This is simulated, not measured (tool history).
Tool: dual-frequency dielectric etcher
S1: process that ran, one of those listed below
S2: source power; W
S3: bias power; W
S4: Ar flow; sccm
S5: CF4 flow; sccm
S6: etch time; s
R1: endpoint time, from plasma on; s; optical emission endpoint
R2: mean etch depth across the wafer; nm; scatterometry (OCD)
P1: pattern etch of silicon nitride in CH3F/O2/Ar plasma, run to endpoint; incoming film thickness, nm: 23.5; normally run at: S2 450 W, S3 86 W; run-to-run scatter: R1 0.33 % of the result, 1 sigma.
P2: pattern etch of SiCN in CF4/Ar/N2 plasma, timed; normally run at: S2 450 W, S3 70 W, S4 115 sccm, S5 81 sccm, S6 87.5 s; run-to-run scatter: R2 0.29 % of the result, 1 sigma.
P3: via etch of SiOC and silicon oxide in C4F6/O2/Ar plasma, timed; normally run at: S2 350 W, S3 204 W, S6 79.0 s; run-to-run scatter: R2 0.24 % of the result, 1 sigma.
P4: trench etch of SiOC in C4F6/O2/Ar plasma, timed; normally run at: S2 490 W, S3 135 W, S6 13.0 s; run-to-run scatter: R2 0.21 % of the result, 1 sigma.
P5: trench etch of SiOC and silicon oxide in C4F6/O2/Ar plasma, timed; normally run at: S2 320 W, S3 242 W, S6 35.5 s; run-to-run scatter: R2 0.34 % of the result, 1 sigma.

run,hour,S1,S2,S3,S4,S5,S6,R1,R2
1,7.5,P1,450,86,,,,30.172,
2,19.8,P2,450,70,83,81,87.5,,80.162
3,27.1,P1,450,86,,,,30.163,
4,37.6,P1,450,86,,,,30.442,
# hour 38.4: source power generator calibrated
5,45.1,P1,450,86,,,,30.595,
6,57.6,P3,350,152,,,79.0,,79.826
7,68.2,P3,350,204,,,79.0,,87.952
8,77.8,P4,380,135,,,13.0,,24.928
9,92.0,P5,320,310,,,35.5,,78.749
10,104.9,P1,370,115,,,,29.397,
11,119.2,P4,490,135,,,13.0,,27.626
12,127.6,P5,240,242,,,35.5,,65.137
13,140.5,P1,290,86,,,,35.748,
14,150.9,P1,590,86,,,,27.322,
15,166.5,P1,450,86,,,,30.325,
16,175.4,P2,450,70,115,97,87.5,,78.363
17,183.2,P4,490,135,,,7.0,,14.892
18,192.5,P3,350,204,,,79.0,,87.801
19,205.7,P4,490,171,,,13.0,,29.677
20,219.4,P2,540,70,115,81,87.5,,89.103
21,231.9,P5,320,242,,,27.0,,54.967
22,243.9,P3,230,204,,,79.0,,74.533
23,253.8,P1,450,113,,,,27.553,

The next listed run, before its measurement:
24,266.9,P2,450,70,115,81,87.5,,?

Run 24 gave R2 76.382 nm.
